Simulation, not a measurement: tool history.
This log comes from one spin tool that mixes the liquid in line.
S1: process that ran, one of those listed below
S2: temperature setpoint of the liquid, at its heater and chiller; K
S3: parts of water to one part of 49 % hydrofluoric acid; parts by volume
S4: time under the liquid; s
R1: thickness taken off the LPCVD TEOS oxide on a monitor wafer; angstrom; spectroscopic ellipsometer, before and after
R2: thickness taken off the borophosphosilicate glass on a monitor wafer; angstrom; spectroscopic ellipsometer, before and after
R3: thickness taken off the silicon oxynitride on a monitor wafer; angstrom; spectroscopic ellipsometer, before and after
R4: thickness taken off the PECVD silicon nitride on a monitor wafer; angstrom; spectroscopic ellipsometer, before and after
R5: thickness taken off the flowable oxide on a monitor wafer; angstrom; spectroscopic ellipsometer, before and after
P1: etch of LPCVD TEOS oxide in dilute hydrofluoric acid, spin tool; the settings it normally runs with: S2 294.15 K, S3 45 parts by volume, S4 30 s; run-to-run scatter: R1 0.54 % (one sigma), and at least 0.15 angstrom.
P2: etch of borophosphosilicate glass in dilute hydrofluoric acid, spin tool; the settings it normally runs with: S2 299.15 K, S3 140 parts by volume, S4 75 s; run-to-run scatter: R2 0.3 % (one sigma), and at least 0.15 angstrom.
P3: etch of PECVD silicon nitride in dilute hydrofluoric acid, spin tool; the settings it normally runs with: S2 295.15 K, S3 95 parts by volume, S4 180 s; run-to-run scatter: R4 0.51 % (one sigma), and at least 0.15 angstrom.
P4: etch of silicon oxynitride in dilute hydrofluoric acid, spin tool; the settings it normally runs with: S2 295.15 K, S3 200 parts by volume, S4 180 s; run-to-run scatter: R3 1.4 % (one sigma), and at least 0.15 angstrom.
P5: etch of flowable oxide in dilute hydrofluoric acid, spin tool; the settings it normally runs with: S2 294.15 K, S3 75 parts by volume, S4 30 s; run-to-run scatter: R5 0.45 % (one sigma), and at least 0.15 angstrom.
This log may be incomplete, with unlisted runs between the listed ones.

run 1 hour=9.0 | S1=P1 S2=294.15 S3=45 S4=30 | R1=106.030
run 2 hour=21.8 | S1=P1 S2=290.15 S3=45 S4=50 | R1=149.130
run 3 hour=31.3 | S1=P1 S2=294.15 S3=45 S4=30 | R1=107.140
run 4 hour=48.6 | S1=P1 S2=294.15 S3=60 S4=30 | R1=78.292
run 5 hour=58.1 | S1=P2 S2=299.15 S3=40 S4=75 | R2=1052.80
run 6 hour=73.7 | S1=P1 S2=294.15 S3=30 S4=30 | R1=162.550
run 7 hour=87.6 | S1=P1 S2=294.15 S3=45 S4=55 | R1=194.080
run 8 hour=104.1 | S1=P4 S2=295.15 S3=200 S4=180 | R3=15.889
run 9 hour=117.1 | S1=P1 S2=294.15 S3=45 S4=30 | R1=104.470
run 10 hour=128.1 | S1=P3 S2=295.15 S3=95 S4=330 | R4=106.720
run 11 hour=143.1 | S1=P2 S2=299.15 S3=140 S4=75 | R2=262.22
run 12 hour=158.2 | S1=P1 S2=294.15 S3=45 S4=30 | R1=105.590
run 13 hour=166.6 | S1=P5 S2=294.15 S3=75 S4=30 | R5=77.407
run 14 hour=177.7 | S1=P5 S2=290.15 S3=75 S4=30 | R5=65.356
run 15 hour=191.3 | S1=P1 S2=298.65 S3=45 S4=30 | R1=128.220
run 16 hour=204.5 | S1=P3 S2=295.15 S3=95 S4=180 | R4=58.399
run 17 hour=218.0 | S1=P1 S2=294.15 S3=45 S4=15 | R1=52.952
run 18 hour=231.0 | S1=P2 S2=305.15 S3=140 S4=75 | R2=327.67
run 19 hour=245.1 | S1=P1 S2=290.15 S3=20 S4=30 | R1=205.610
run 20 hour=261.6 | S1=P5 S2=294.15 S3=75 S4=30 | R5=77.621
run 21 hour=275.1 | S1=P1 S2=290.15 S3=45 S4=30 | R1=88.548
run 22 hour=292.8 | S1=P2 S2=299.15 S3=140 S4=145 | R2=509.71
run 23 hour=305.4 | S1=P4 S2=290.15 S3=200 S4=180 | R3=12.797
run 24 hour=320.3 | S1=P3 S2=295.15 S3=165 S4=180 | R4=34.094
run 25 hour=335.8 | S1=P4 S2=295.15 S3=35 S4=180 | R3=105.150
run 26 hour=352.8 | S1=P1 S2=294.15 S3=45 S4=30 | R1=106.090
run 27 hour=363.7 | S1=P4 S2=295.15 S3=200 S4=350 | R3=31.627
run 28 hour=378.8 | S1=P1 S2=294.15 S3=45 S4=30 | R1=105.760
run 29 hour=391.7 | S1=P4 S2=295.15 S3=200 S4=180 | R3=16.266
run 30 hour=409.5 | S1=P5 S2=294.15 S3=20 S4=30 | R5=313.420
run 31 hour=426.2 | S1=P5 S2=294.15 S3=75 S4=45 | R5=115.890
run 32 hour=435.6 | S1=P1 S2=294.15 S3=30 S4=15 | R1=80.796
run 33 hour=449.6 | S1=P3 S2=290.15 S3=95 S4=180 | R4=41.394
run 34 hour=466.8 | S1=P3 S2=295.15 S3=95 S4=180 | R4=58.138
run 35 hour=479.0 | S1=P1 S2=294.15 S3=45 S4=30 | R1=105.640
run 36 hour=491.5 | S1=P1 S2=294.15 S3=45 S4=30 | R1=110.820
run 37 hour=500.2 | S1=P1 S2=294.15 S3=45 S4=30 | R1=112.710
run 38 hour=513.8 | S1=P1 S2=294.15 S3=45 S4=30 | R1=115.110
run 39 hour=524.7 | S1=P1 S2=294.15 S3=45 S4=30 | R1=114.670
run 40 hour=540.4 | S1=P1 S2=294.15 S3=45 S4=30 | R1=117.180
run 41 hour=555.9 | S1=P1 S2=294.15 S3=45 S4=30 | R1=117.130
run 42 hour=573.2 | S1=P1 S2=294.15 S3=45 S4=30 | R1=116.750

P1 no longer gives what it gave before; its output has crept away from where it was. The following 2 causes, each at its listed size, fit the log equally well:
A: hydrofluoric acid flow above the setpoint (%) = 9.42
B: liquid hotter than its thermometer reads (K) = 2.27
The onset of the drift is placed at about hour 479.0.

Each of the 4 check runs below uses one wafer; its results are left as question marks. Which run tells the causes apart?
run check 1 hour=590.5 | S1=P5 S2=290.15 S3=20 S4=30 | R5=?
run check 2 hour=590.5 | S1=P3 S2=295.15 S3=165 S4=265 | R4=?
run check 3 hour=590.5 | S1=P2 S2=299.15 S3=60 S4=115 | R2=?
run check 4 hour=590.5 | S1=P4 S2=290.15 S3=200 S4=310 | R3=?

Check results expected under each cause:
check=check_1 result=R5 if_A=286.040 if_B=288.380
check=check_2 result=R4 if_A=54.467 if_B=57.741
check=check_3 result=R2 if_A=1154.10 if_B=1146.20
check=check_4 result=R3 if_A=24.352 if_B=24.529
Per check, the gap between the least separated pair of causes, taken in the result that splits them most: check 1 0.82 %; check 2 5.84 %; check 3 0.69 %; check 4 0.72 %
Of the check runs offered, only check 2 discriminates between the causes; the rest would read about the same regardless of which cause applies.

The results of check 2 are: R4 54.304 angstrom. Based on these, which of the listed causes is it?

A is the cause: hydrofluoric acid flow above the setpoint (%).
